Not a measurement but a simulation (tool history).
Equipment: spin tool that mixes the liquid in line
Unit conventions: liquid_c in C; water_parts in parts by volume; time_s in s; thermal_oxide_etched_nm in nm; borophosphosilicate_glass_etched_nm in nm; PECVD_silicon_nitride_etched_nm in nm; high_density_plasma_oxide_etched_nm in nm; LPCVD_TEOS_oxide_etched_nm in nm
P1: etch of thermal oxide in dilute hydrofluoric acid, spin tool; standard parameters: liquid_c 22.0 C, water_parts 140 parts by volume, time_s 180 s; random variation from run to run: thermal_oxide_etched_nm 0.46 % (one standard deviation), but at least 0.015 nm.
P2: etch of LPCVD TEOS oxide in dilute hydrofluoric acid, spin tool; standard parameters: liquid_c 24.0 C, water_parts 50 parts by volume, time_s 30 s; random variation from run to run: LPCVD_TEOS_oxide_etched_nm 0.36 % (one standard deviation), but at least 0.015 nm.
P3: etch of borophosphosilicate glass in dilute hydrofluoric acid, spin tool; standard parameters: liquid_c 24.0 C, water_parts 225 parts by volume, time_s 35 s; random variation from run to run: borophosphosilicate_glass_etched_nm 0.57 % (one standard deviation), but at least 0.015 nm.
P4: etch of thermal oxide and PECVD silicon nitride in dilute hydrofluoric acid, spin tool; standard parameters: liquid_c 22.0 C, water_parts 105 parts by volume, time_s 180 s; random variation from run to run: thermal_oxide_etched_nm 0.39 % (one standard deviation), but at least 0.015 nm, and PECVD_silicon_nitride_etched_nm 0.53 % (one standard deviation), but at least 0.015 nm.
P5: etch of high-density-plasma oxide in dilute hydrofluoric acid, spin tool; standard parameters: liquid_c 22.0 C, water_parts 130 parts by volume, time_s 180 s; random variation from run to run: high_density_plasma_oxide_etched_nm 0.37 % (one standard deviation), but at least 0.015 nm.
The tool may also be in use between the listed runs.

run   hour  process  liquid_c  water_parts  time_s  hours since the thermometer was replaced  hours since the hydrofluoric acid flow meter was replaced  thermal_oxide_etched_nm  borophosphosilicate_glass_etched_nm  PECVD_silicon_nitride_etched_nm  high_density_plasma_oxide_etched_nm  LPCVD_TEOS_oxide_etched_nm
  1    6.2       P1      22.0          140     180                                     514.9                                                      960.0                  5.40810
  2   11.9       P1      22.0          140     180                                     520.6                                                      965.7                  5.32290
  3   16.0       P3      24.0          225      35                                     524.7                                                      969.8                                                        5.1188
  4   19.3       P4      22.0          105     180                                     528.0                                                      973.1                  7.63870                                                               5.64320
  5   23.8       P5      22.0          130     305                                     532.5                                                      977.6                                                                                                                             15.4820
  6   28.2       P2      24.0           50      30                                     536.9                                                      982.0                                                                                                                                                          35.894
  7   31.3       P5      22.0           70     180                                     540.0                                                      985.1                                                                                                                             18.1420
  8   35.9       P1      22.0          140     180                                     544.6                                                      989.7                  5.37730
  9   39.0       P1      22.0          140     180                                     547.7                                                      992.8                  5.34410
 10   44.6       P3      24.0          105      35                                     553.3                                                      998.4                                                       12.8620
 11   48.1       P5      22.0          130     180                                     556.8                                                     1001.9                                                                                                                              9.1087
 12   51.3       P1      22.0          210     280                                     560.0                                                     1005.1                  5.15350
 13   54.8       P1      22.0          240     180                                     563.5                                                     1008.6                  2.82220
 14   60.7       P2      24.0           90      30                                     569.4                                                     1014.5                                                                                                                                                          18.948
 15   67.7       P2      17.0           50      30                                     576.4                                                     1021.5                                                                                                                                                          26.603
 16   74.6       P2      24.0           50      15                                     583.3                                                     1028.4                                                                                                                                                          18.075
 17   81.1       P1      18.0          140     180                                     589.8                                                     1034.9                  4.56830
 18   87.9       P3      24.0          225      35                                     596.6                                                     1041.7                                                        5.2414
 19   93.5       P4      22.0          150     180                                     602.2                                                     1047.3                  5.10140                                                               3.99010
 20  100.1       P3      18.0          225      35                                     608.8                                                     1053.9                                                        4.1785
 21  103.8       P4      22.0          105      15                                     612.5                                                     1057.6                  0.65267                                                               0.45532
 22  108.3       P3      24.0          225      50                                     617.0                                                     1062.1                                                        7.4484
 23  113.2       P4      30.0          105     180                                     621.9                                                     1067.0                 10.42100                                                               9.40900
 24  119.5       P1      22.0          140     350                                     628.2                                                     1073.3                 10.35700
 25  123.0       P1      29.5          140     180                                     631.7                                                     1076.8                  7.09000
 26  127.3       P1      22.0          140      15                                     636.0                                                     1081.1                  0.41221
 27  130.7       P1      22.0           45     180                                     639.4                                                     1084.5                 18.64500
 28  135.4       P5      22.0          130     180                                     644.1                                                     1089.2                                                                                                                              9.1148
 29  140.0       P5      17.5          130     180                                     648.7                                                     1093.8                                                                                                                              7.6007
 30  144.2       P1      22.0          140     180                                     652.9                                                     1098.0                  5.38810
 31  150.1       P1      22.0          140     180                                     658.8                                                     1103.9                  5.15110
 32  156.8       P1      22.0          140     180                                     665.5                                                     1110.6                  4.97920
 33  160.0       P1      22.0          140     180                                     668.7                                                     1113.8                  5.00120
 34  166.0       P1      22.0          140     180                                     674.7                                                     1119.8                  4.93570
 35  171.1       P1      22.0          140     180                                     679.8                                                     1124.9                  4.91200
 36  177.3       P1      22.0          140     180                                     686.0                                                     1131.1                  4.95790
 37  180.9       P1      22.0          140     180                                     689.6                                                     1134.7                  4.88510
 38  186.2       P1      22.0          140     180                                     694.9                                                     1140.0                  4.89490

Compared with where it was, what P1 gives has crept away. Each cause listed below fits the log as well as the rest, at the size given for it:
A: liquid colder than its thermometer reads (K) = 2.17
B: hydrofluoric acid flow below the setpoint (%) = 7.13
The gradual shift began around hour 144.2.

Which of the 4 check runs listed below, each an average over 3 wafers with its results shown as question marks, gives clearly different results under the different listed causes?
check 1  191.5       P2      24.0           90      15                                                                                                                                                                                                                                                                    ?
check 2  191.5       P3      21.0          225      35                                                                                                                                                                  ?
check 3  191.5       P4      27.5          105      30                                                                                                                             ?                                                                     ?
check 4  191.5       P5      22.0          130     285                                                                                                                                                                                                                                        ?

If the cause were each of the candidates in turn, the checks would give the following:
  check                               result     if A     if B
check 1           LPCVD_TEOS_oxide_etched_nm   8.6776   8.7202
check 2  borophosphosilicate_glass_etched_nm   4.2945   4.2601
check 3              thermal_oxide_etched_nm  1.45820  1.45700
check 3      PECVD_silicon_nitride_etched_nm  1.16790  1.24760
check 4  high_density_plasma_oxide_etched_nm  13.2350  13.2560
Gap, in per cent, between the two causes that each check separates least, read from the result that separates them most: check 1 0.49 %; check 2 0.8 %; check 3 6.6 %; check 4 0.16 %
The other checks would show nearly matching results whichever cause is true, so check 3 is the only one that separates the causes.

Running check 3 produced the following: thermal_oxide_etched_nm 1.46860 nm; PECVD_silicon_nitride_etched_nm 1.24480 nm. Which one of the listed causes fits?

The cause is B: hydrofluoric acid flow below the setpoint (%).

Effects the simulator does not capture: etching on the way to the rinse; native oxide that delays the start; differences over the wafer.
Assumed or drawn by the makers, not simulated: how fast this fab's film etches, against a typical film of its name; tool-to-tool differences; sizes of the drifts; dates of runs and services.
